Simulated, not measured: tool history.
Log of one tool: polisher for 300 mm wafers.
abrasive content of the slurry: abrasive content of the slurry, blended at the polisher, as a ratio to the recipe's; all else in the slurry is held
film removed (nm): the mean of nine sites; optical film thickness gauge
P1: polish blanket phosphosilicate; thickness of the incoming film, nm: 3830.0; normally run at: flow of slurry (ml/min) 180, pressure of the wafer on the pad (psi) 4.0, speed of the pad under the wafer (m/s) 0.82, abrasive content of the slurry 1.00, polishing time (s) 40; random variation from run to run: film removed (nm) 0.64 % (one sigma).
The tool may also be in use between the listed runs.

run	hour	flow of slurry (ml/min)	pressure of the wafer on the pad (psi)	speed of the pad under the wafer (m/s)	abrasive content of the slurry	polishing time (s)	wafers polished on this pad	hours since the slurry nozzle was cleaned	hours since the head pressure was calibrated	hours since the slurry blender was calibrated	hours since the conditioning disc was replaced	film removed (nm)
1	3.5	180	4.0	0.82	1.00	40	675	499.3	174.9	59.8	57.4	423.87
2	7.4	180	4.0	0.82	1.00	40	741	503.2	178.8	63.7	61.3	420.13
3	12.7	180	4.0	0.82	1.00	18	830	508.5	184.1	69.0	66.6	192.07
4	16.9	180	6.2	1.24	1.00	40	901	512.7	188.3	73.2	70.8	912.44
5	21.1	180	4.0	0.82	1.00	63	972	516.9	192.5	77.4	75.0	664.90
6	24.5	180	4.0	0.82	1.00	40	1029	520.3	195.9	80.8	78.4	415.85
7	27.9	285	4.0	0.82	1.00	40	1086	523.7	199.3	84.2	81.8	450.33
8	32.2	180	4.0	0.82	1.00	40	1159	528.0	203.6	88.5	86.1	421.47
9	39.0	180	6.3	0.82	1.00	40	1273	534.8	210.4	95.3	92.9	673.35
10	43.8	180	4.0	0.82	0.65	40	1354	539.6	215.2	100.1	97.7	337.19
11	50.5	180	4.0	0.82	1.50	40	1467	546.3	221.9	106.8	104.4	499.79
12	54.1	180	4.0	0.38	1.00	40	1528	549.9	225.5	110.4	108.0	227.46
13	58.3	110	4.0	0.82	1.00	40	1599	554.1	229.7	114.6	112.2	390.63
14	61.9	180	4.0	1.20	1.00	40	1659	557.7	233.3	118.2	115.8	572.20
15	66.1	180	2.5	0.82	1.00	40	1730	561.9	237.5	122.4	120.0	264.97
16	69.5	180	4.0	0.82	1.00	40	1787	565.3	240.9	125.8	123.4	422.57
17	75.2	180	4.0	0.82	1.00	40	1884	571.0	246.6	131.5	129.1	414.01
18	78.9	180	4.0	0.82	1.00	40	1946	574.7	250.3	135.2	132.8	402.43
19	85.2	180	4.0	0.82	1.00	40	2052	581.0	256.6	141.5	139.1	393.42
# hour 86.6: head pressure recalibrated
20	89.0	180	4.0	0.82	1.00	40	2116	584.8	2.4	145.3	142.9	390.63
# hour 91.3: slurry nozzle cleaned
# hour 94.5: conditioning disc replaced and pad reconditioned
21	95.3	180	4.0	0.82	1.00	40	2222	4.1	8.7	151.6	0.9	388.47
22	98.4	180	4.0	0.82	1.00	40	2275	7.2	11.8	154.7	4.0	390.10
23	101.8	180	4.0	0.82	1.00	40	2332	10.6	15.2	158.1	7.4	385.38
24	108.8	180	4.0	0.82	1.00	40	2450	17.6	22.2	165.1	14.4	389.19
25	112.0	180	4.0	0.82	1.00	40	2504	20.8	25.4	168.3	17.6	386.56
26	117.9	180	4.0	0.82	1.00	40	2603	26.7	31.3	174.2	23.5	387.82

What P1 gives has crept away from where it was. These 2 causes fit the log equally well, each at the size given:
A: abrasive missing from the slurry, % = 17.6
B: removal rate lost through wear of the pad, % = 8.83
The creep began at about hour 69.5.
Why every other cause is out:
slurry flow missing at the pad, %: serviced at hour 91.3, which brought nothing back
head's pressure below its setpoint, %: serviced at hour 86.6, which brought nothing back
time polished since the conditioner stopped cutting, s: serviced at hour 94.5, which brought nothing back

4 check runs are offered, each on 5 wafers whose results are averaged, their results left as question marks. Which one tells the causes apart?
check 1	123.8	135	6.1	0.82	1.00	40						?
check 2	123.8	180	4.0	1.10	0.65	40						?
check 3	123.8	110	4.0	0.42	1.00	40						?
check 4	123.8	180	4.0	0.82	1.00	62						?

What each check would give under each cause:
check	result	if A	if B
check 1	film removed (nm)	561.21	561.33
check 2	film removed (nm)	384.29	392.40
check 3	film removed (nm)	206.48	206.53
check 4	film removed (nm)	598.40	598.53
How far apart the two closest causes lie, in the result that separates them most: check 1 0.02 %; check 2 2.09 %; check 3 0.02 %; check 4 0.02 %
Check 2 tells the causes apart: in the others they would give nearly the same result.

Then check 2 was run and gave: film removed (nm) 390.49. Which cause is it?

It is B: removal rate lost through wear of the pad, %.
